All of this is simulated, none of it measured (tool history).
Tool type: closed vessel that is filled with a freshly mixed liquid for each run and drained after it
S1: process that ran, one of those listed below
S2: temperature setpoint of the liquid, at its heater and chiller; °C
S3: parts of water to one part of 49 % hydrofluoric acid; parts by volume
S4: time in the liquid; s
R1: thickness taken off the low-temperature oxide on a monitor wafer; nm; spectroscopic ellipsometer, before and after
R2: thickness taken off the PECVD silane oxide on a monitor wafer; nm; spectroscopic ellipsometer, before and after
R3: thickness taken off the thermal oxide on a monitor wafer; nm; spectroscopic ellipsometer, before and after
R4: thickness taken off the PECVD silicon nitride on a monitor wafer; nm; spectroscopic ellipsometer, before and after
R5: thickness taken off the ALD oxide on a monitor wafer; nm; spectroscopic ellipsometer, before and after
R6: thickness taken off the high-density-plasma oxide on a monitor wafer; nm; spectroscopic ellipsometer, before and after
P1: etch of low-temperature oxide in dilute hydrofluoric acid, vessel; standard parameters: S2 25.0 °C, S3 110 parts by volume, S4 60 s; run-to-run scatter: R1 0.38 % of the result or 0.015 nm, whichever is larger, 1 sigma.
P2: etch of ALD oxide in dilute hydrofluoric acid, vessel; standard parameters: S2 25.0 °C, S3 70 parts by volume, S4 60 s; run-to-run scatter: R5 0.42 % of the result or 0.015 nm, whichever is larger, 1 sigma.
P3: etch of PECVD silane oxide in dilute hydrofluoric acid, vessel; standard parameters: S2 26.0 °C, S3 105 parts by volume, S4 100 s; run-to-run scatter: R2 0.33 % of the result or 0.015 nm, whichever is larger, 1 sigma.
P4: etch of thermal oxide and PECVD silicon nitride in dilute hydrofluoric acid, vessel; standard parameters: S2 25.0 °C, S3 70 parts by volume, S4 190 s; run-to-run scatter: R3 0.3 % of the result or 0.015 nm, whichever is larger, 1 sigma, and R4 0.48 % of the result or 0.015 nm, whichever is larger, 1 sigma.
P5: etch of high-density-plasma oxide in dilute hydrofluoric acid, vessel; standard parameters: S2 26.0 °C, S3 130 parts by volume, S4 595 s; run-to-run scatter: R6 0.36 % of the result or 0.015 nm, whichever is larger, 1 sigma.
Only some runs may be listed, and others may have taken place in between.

Run 1, day 0.175: S1 P1, S2 25.0 °C, S3 110 parts by volume, S4 60 s. Result: R1 14.1390 nm.
Run 2, day 0.342: S1 P3, S2 26.0 °C, S3 105 parts by volume, S4 100 s. Result: R2 25.6620 nm.
Run 3, day 0.508: S1 P4, S2 25.0 °C, S3 105 parts by volume, S4 190 s. Result: R3 8.3837 nm, R4 10.089 nm.
Run 4, day 0.762: S1 P1, S2 25.0 °C, S3 30 parts by volume, S4 30 s. Result: R1 28.9100 nm.
Run 5, day 1.008: S1 P1, S2 25.0 °C, S3 110 parts by volume, S4 90 s. Result: R1 21.2570 nm.
Run 6, day 1.146: S1 P1, S2 20.0 °C, S3 110 parts by volume, S4 30 s. Result: R1 5.7600 nm.
Run 7, day 1.358: S1 P1, S2 25.0 °C, S3 110 parts by volume, S4 30 s. Result: R1 7.0551 nm.
Run 8, day 1.533: S1 P1, S2 25.0 °C, S3 110 parts by volume, S4 60 s. Result: R1 14.2680 nm.
Run 9, day 1.675: S1 P1, S2 25.0 °C, S3 110 parts by volume, S4 60 s. Result: R1 14.0850 nm.
Run 10, day 1.946: S1 P2, S2 25.0 °C, S3 70 parts by volume, S4 30 s. Result: R5 5.8185 nm.
Run 11, day 2.138: S1 P3, S2 31.5 °C, S3 105 parts by volume, S4 100 s. Result: R2 31.4590 nm.
Run 12, day 2.396: S1 P4, S2 25.0 °C, S3 70 parts by volume, S4 35 s. Result: R3 2.4400 nm, R4 2.840 nm.
Run 13, day 2.562: S1 P3, S2 26.0 °C, S3 175 parts by volume, S4 100 s. Result: R2 14.1640 nm.
Run 14, day 2.767: S1 P4, S2 29.5 °C, S3 70 parts by volume, S4 190 s. Result: R3 15.8630 nm, R4 20.471 nm.
Run 15, day 2.975: S1 P1, S2 25.0 °C, S3 110 parts by volume, S4 60 s. Result: R1 14.1160 nm.
Run 16, day 3.175: S1 P1, S2 25.0 °C, S3 175 parts by volume, S4 30 s. Result: R1 4.1108 nm.
Run 17, day 3.433: S1 P1, S2 25.0 °C, S3 110 parts by volume, S4 60 s. Result: R1 14.0990 nm.
Run 18, day 3.654: S1 P3, S2 26.0 °C, S3 105 parts by volume, S4 30 s. Result: R2 7.6678 nm.
Run 19, day 3.796: S1 P5, S2 26.0 °C, S3 130 parts by volume, S4 230 s. Result: R6 11.331 nm.
Run 20, day 4.033: S1 P5, S2 18.5 °C, S3 130 parts by volume, S4 595 s. Result: R6 21.793 nm.
Run 21, day 4.183: S1 P1, S2 25.0 °C, S3 160 parts by volume, S4 60 s. Result: R1 9.1317 nm.
Run 22, day 4.358: S1 P5, S2 26.0 °C, S3 20 parts by volume, S4 595 s. Result: R6 223.330 nm.
Run 23, day 4.579: S1 P4, S2 25.0 °C, S3 70 parts by volume, S4 190 s. Result: R3 13.2080 nm, R4 15.121 nm.
Run 24, day 4.858: S1 P1, S2 17.5 °C, S3 110 parts by volume, S4 60 s. Result: R1 10.4140 nm.
Run 25, day 5.046: S1 P3, S2 26.0 °C, S3 105 parts by volume, S4 100 s. Result: R2 25.6170 nm.
Run 26, day 5.321: S1 P2, S2 25.0 °C, S3 70 parts by volume, S4 60 s. Result: R5 11.6880 nm.
Run 27, day 5.583: S1 P4, S2 25.0 °C, S3 70 parts by volume, S4 190 s. Result: R3 13.2360 nm, R4 15.160 nm.
Run 28, day 5.817: S1 P1, S2 33.5 °C, S3 110 parts by volume, S4 60 s. Result: R1 19.5240 nm.
Run 29, day 6.071: S1 P5, S2 26.0 °C, S3 130 parts by volume, S4 595 s. Result: R6 29.529 nm.
Run 30, day 6.325: S1 P1, S2 25.0 °C, S3 40 parts by volume, S4 60 s. Result: R1 42.5910 nm.
Run 31, day 6.483: S1 P5, S2 26.0 °C, S3 130 parts by volume, S4 595 s. Result: R6 29.319 nm.
Run 32, day 6.667: S1 P2, S2 25.0 °C, S3 70 parts by volume, S4 60 s. Result: R5 11.6710 nm.
Run 33, day 6.900: S1 P2, S2 25.0 °C, S3 40 parts by volume, S4 60 s. Result: R5 21.1670 nm.
Run 34, day 7.129: S1 P2, S2 30.5 °C, S3 70 parts by volume, S4 60 s. Result: R5 14.4890 nm.
Run 35, day 7.254: S1 P1, S2 25.0 °C, S3 110 parts by volume, S4 60 s. Result: R1 14.0410 nm.
Run 36, day 7.479: S1 P1, S2 25.0 °C, S3 110 parts by volume, S4 60 s. Result: R1 14.4710 nm.
Run 37, day 7.642: S1 P1, S2 25.0 °C, S3 110 parts by volume, S4 60 s. Result: R1 14.7150 nm.
Run 38, day 7.783: S1 P1, S2 25.0 °C, S3 110 parts by volume, S4 60 s. Result: R1 14.8060 nm.
Run 39, day 7.942: S1 P1, S2 25.0 °C, S3 110 parts by volume, S4 60 s. Result: R1 14.8670 nm.
Run 40, day 8.208: S1 P1, S2 25.0 °C, S3 110 parts by volume, S4 60 s. Result: R1 14.9320 nm.
Run 41, day 8.342: S1 P1, S2 25.0 °C, S3 110 parts by volume, S4 60 s. Result: R1 14.8500 nm.
Run 42, day 8.546: S1 P1, S2 25.0 °C, S3 110 parts by volume, S4 60 s. Result: R1 15.0050 nm.
Run 43, day 8.817: S1 P1, S2 25.0 °C, S3 110 parts by volume, S4 60 s. Result: R1 15.0760 nm.
Run 44, day 9.083: S1 P1, S2 25.0 °C, S3 110 parts by volume, S4 60 s. Result: R1 15.0210 nm.
Run 45, day 9.325: S1 P1, S2 25.0 °C, S3 110 parts by volume, S4 60 s. Result: R1 15.0660 nm.

What P1 gives has crept off from where it sat before. The 2 causes that follow fit the log equally well, each at the size noted:
A: hydrofluoric acid flow above the setpoint (%) = 5.77
B: liquid hotter than its thermometer reads (K) = 1.65
The gradual shift began around day 7.254.

Each of the 4 check runs below uses one wafer; its results are left as question marks. Which run tells the causes apart?
Run check 1, day 9.567: S1 P2, S2 25.0 °C, S3 70 parts by volume, S4 60 s. Result: R5 ?.
Run check 2, day 9.567: S1 P3, S2 26.0 °C, S3 105 parts by volume, S4 100 s. Result: R2 ?.
Run check 3, day 9.567: S1 P4, S2 25.0 °C, S3 70 parts by volume, S4 190 s. Result: R3 ?, R4 ?.
Run check 4, day 9.567: S1 P5, S2 26.0 °C, S3 130 parts by volume, S4 595 s. Result: R6 ?.

Expected result of each check under each candidate cause:
  check  result     if A     if B
check 1      R5  12.3830  12.4410
check 2      R2  27.3290  27.3280
check 3      R3  14.0480  14.1140
check 3      R4   16.068   16.949
check 4      R6   31.437   31.355
Per-check spread between the two closest causes, in the result where they differ most: check 1 0.47 %; check 2 0 %; check 3 5.34 %; check 4 0.26 %
Only in check 3 would the causes give clearly different results; in the remaining checks their results would be nearly the same.

Check 3 has now been run. It gave: R3 14.1070 nm; R4 15.893 nm. Which of the candidate causes is it?

It was cause A: hydrofluoric acid flow above the setpoint (%).
